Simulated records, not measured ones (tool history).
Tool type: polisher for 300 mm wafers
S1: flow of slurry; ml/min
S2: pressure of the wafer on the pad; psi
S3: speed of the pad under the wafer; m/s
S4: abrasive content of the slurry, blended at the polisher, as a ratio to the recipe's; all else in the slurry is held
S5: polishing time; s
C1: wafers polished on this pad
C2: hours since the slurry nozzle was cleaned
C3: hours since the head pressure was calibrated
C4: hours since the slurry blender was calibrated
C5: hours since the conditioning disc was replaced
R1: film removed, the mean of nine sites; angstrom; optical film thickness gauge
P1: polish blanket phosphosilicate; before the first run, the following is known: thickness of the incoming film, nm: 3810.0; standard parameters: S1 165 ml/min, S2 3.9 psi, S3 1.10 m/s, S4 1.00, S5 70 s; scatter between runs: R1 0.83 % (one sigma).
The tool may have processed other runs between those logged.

{"run": 1, "hour": 12.4, "S1": 165, "S2": 3.9, "S3": 1.1, "S4": 1.0, "S5": 70, "C1": 389, "C2": 228.8, "C3": 544.2, "C4": 391.9, "C5": 115.4, "R1": 6573.8}
{"run": 2, "hour": 30.7, "S1": 165, "S2": 3.9, "S3": 1.66, "S4": 1.0, "S5": 70, "C1": 522, "C2": 247.1, "C3": 562.5, "C4": 410.2, "C5": 133.7, "R1": 9182.7}
{"run": 3, "hour": 40.4, "S1": 165, "S2": 3.9, "S3": 1.1, "S4": 1.0, "S5": 70, "C1": 593, "C2": 256.8, "C3": 572.2, "C4": 419.9, "C5": 143.4, "R1": 6669.1}
{"run": 4, "hour": 51.0, "S1": 165, "S2": 3.9, "S3": 1.1, "S4": 0.65, "S5": 70, "C1": 670, "C2": 267.4, "C3": 582.8, "C4": 430.5, "C5": 154.0, "R1": 5392.4}
{"run": 5, "hour": 62.8, "S1": 165, "S2": 1.8, "S3": 1.1, "S4": 1.0, "S5": 70, "C1": 756, "C2": 279.2, "C3": 594.6, "C4": 442.3, "C5": 165.8, "R1": 3068.1}
{"run": 6, "hour": 79.6, "S1": 165, "S2": 3.9, "S3": 1.1, "S4": 1.0, "S5": 70, "C1": 878, "C2": 296.0, "C3": 611.4, "C4": 459.1, "C5": 182.6, "R1": 6591.2}
{"run": 7, "hour": 90.2, "S1": 165, "S2": 3.9, "S3": 1.1, "S4": 1.0, "S5": 44, "C1": 955, "C2": 306.6, "C3": 622.0, "C4": 469.7, "C5": 193.2, "R1": 4142.0}
{"hour": 103.0, "done": "slurry nozzle cleaned"}
{"run": 8, "hour": 104.4, "S1": 165, "S2": 3.9, "S3": 1.1, "S4": 1.0, "S5": 70, "C1": 1058, "C2": 1.4, "C3": 636.2, "C4": 483.9, "C5": 207.4, "R1": 6632.3}
{"run": 9, "hour": 122.8, "S1": 165, "S2": 4.9, "S3": 1.1, "S4": 1.45, "S5": 70, "C1": 1192, "C2": 19.8, "C3": 654.6, "C4": 502.3, "C5": 225.8, "R1": 9669.5}
{"run": 10, "hour": 133.1, "S1": 165, "S2": 3.9, "S3": 1.1, "S4": 1.0, "S5": 70, "C1": 1267, "C2": 30.1, "C3": 664.9, "C4": 512.6, "C5": 236.1, "R1": 6570.6}
{"run": 11, "hour": 152.5, "S1": 165, "S2": 3.9, "S3": 0.64, "S4": 1.0, "S5": 70, "C1": 1408, "C2": 49.5, "C3": 684.3, "C4": 532.0, "C5": 255.5, "R1": 4311.3}
{"run": 12, "hour": 168.6, "S1": 165, "S2": 2.9, "S3": 1.1, "S4": 1.0, "S5": 92, "C1": 1525, "C2": 65.6, "C3": 700.4, "C4": 548.1, "C5": 271.6, "R1": 6492.2}
{"run": 13, "hour": 187.7, "S1": 165, "S2": 3.9, "S3": 1.1, "S4": 1.0, "S5": 70, "C1": 1664, "C2": 84.7, "C3": 719.5, "C4": 567.2, "C5": 290.7, "R1": 6643.4}
{"run": 14, "hour": 198.7, "S1": 165, "S2": 3.9, "S3": 1.1, "S4": 1.0, "S5": 90, "C1": 1744, "C2": 95.7, "C3": 730.5, "C4": 578.2, "C5": 301.7, "R1": 8606.9}
{"run": 15, "hour": 214.3, "S1": 165, "S2": 3.9, "S3": 1.1, "S4": 1.0, "S5": 70, "C1": 1858, "C2": 111.3, "C3": 746.1, "C4": 593.8, "C5": 317.3, "R1": 6675.8}
{"run": 16, "hour": 228.8, "S1": 165, "S2": 1.8, "S3": 1.56, "S4": 1.0, "S5": 70, "C1": 1964, "C2": 125.8, "C3": 760.6, "C4": 608.3, "C5": 331.8, "R1": 4017.0}
{"run": 17, "hour": 239.9, "S1": 260, "S2": 3.9, "S3": 1.1, "S4": 1.0, "S5": 70, "C1": 2044, "C2": 136.9, "C3": 771.7, "C4": 619.4, "C5": 342.9, "R1": 7047.8}
{"run": 18, "hour": 250.1, "S1": 100, "S2": 3.9, "S3": 1.1, "S4": 1.0, "S5": 70, "C1": 2118, "C2": 147.1, "C3": 781.9, "C4": 629.6, "C5": 353.1, "R1": 6010.7}
{"run": 19, "hour": 267.1, "S1": 165, "S2": 3.9, "S3": 1.1, "S4": 1.5, "S5": 70, "C1": 2242, "C2": 164.1, "C3": 798.9, "C4": 646.6, "C5": 370.1, "R1": 7757.6}
{"run": 20, "hour": 277.8, "S1": 165, "S2": 5.7, "S3": 1.1, "S4": 1.0, "S5": 70, "C1": 2320, "C2": 174.8, "C3": 809.6, "C4": 657.3, "C5": 380.8, "R1": 9703.8}
{"run": 21, "hour": 290.2, "S1": 165, "S2": 3.9, "S3": 1.1, "S4": 1.0, "S5": 70, "C1": 2410, "C2": 187.2, "C3": 822.0, "C4": 669.7, "C5": 393.2, "R1": 6673.3}
{"run": 22, "hour": 301.0, "S1": 165, "S2": 3.9, "S3": 1.1, "S4": 1.0, "S5": 70, "C1": 2489, "C2": 198.0, "C3": 832.8, "C4": 680.5, "C5": 404.0, "R1": 6485.1}
{"run": 23, "hour": 309.6, "S1": 165, "S2": 3.9, "S3": 1.1, "S4": 1.0, "S5": 70, "C1": 2551, "C2": 206.6, "C3": 841.4, "C4": 689.1, "C5": 412.6, "R1": 6329.1}
{"run": 24, "hour": 328.0, "S1": 165, "S2": 3.9, "S3": 1.1, "S4": 1.0, "S5": 70, "C1": 2685, "C2": 225.0, "C3": 859.8, "C4": 707.5, "C5": 431.0, "R1": 6224.6}
{"run": 25, "hour": 347.0, "S1": 165, "S2": 3.9, "S3": 1.1, "S4": 1.0, "S5": 70, "C1": 2824, "C2": 244.0, "C3": 878.8, "C4": 726.5, "C5": 450.0, "R1": 6205.9}
{"hour": 351.4, "done": "conditioning disc replaced and pad reconditioned"}
{"run": 26, "hour": 363.4, "S1": 165, "S2": 3.9, "S3": 1.1, "S4": 1.0, "S5": 70, "C1": 2943, "C2": 260.4, "C3": 895.2, "C4": 742.9, "C5": 12.1, "R1": 6093.9}
{"run": 27, "hour": 372.7, "S1": 165, "S2": 3.9, "S3": 1.1, "S4": 1.0, "S5": 70, "C1": 3011, "C2": 269.7, "C3": 904.5, "C4": 752.2, "C5": 21.4, "R1": 6024.8}
{"hour": 374.5, "done": "slurry blender recalibrated"}
{"hour": 380.9, "done": "head pressure recalibrated"}
{"run": 28, "hour": 387.8, "S1": 165, "S2": 3.9, "S3": 1.1, "S4": 1.0, "S5": 70, "C1": 3121, "C2": 284.8, "C3": 6.9, "C4": 13.3, "C5": 36.5, "R1": 6104.8}
{"run": 29, "hour": 405.1, "S1": 165, "S2": 3.9, "S3": 1.1, "S4": 1.0, "S5": 70, "C1": 3246, "C2": 302.1, "C3": 24.2, "C4": 30.6, "C5": 53.8, "R1": 5990.5}
{"run": 30, "hour": 414.3, "S1": 165, "S2": 3.9, "S3": 1.1, "S4": 1.0, "S5": 70, "C1": 3313, "C2": 311.3, "C3": 33.4, "C4": 39.8, "C5": 63.0, "R1": 6095.1}

P1 no longer gives what it gave before; its output has crept away from where it was. The following 2 causes, each at its listed size, fit the log equally well:
A: removal rate lost through wear of the pad, % = 9.47
B: slurry flow missing at the pad, % = 39
Creep in the process output first set in at about hour 290.2.
Every other cause this tool's parts could produce, and why it does not fit the log:
head's pressure below its setpoint, %: work on it at hour 380.9, done after the drift set in, did not restore what the process gave before
abrasive missing from the slurry, %: work on it at hour 374.5, done after the drift set in, did not restore what the process gave before
time polished since the conditioner stopped cutting, s: work on it at hour 351.4, done after the drift set in, did not restore what the process gave before

The list below offers 4 check runs, each averaging the results of 2 wafers, and shows each result as a question mark. For which of them would the listed causes give clearly different results?
{"run": "check 1", "hour": 423.5, "S1": 165, "S2": 3.9, "S3": 1.38, "S4": 1.0, "S5": 70, "R1": "?"}
{"run": "check 2", "hour": 423.5, "S1": 165, "S2": 5.4, "S3": 1.1, "S4": 1.0, "S5": 70, "R1": "?"}
{"run": "check 3", "hour": 423.5, "S1": 165, "S2": 5.6, "S3": 1.1, "S4": 1.0, "S5": 70, "R1": "?"}
{"run": "check 4", "hour": 423.5, "S1": 100, "S2": 3.9, "S3": 1.1, "S4": 1.0, "S5": 85, "R1": "?"}

If the cause were each of the candidates in turn, the checks would give the following:
check=check_1 result=R1 if_A=7188.2 if_B=7189.3
check=check_2 result=R1 if_A=8301.6 if_B=8302.9
check=check_3 result=R1 if_A=8609.1 if_B=8610.4
check=check_4 result=R1 if_A=6581.3 if_B=6230.8
Per check, the gap between the least separated pair of causes, taken in the result that splits them most: check 1 0.02 %; check 2 0.02 %; check 3 0.02 %; check 4 5.47 %
The other checks would show nearly matching results whichever cause is true, so check 4 is the only one that separates the causes.

Check 4 has now been run. It gave: R1 6222.8 angstrom. Which of the candidate causes is it?

The cause is B: slurry flow missing at the pad, %.
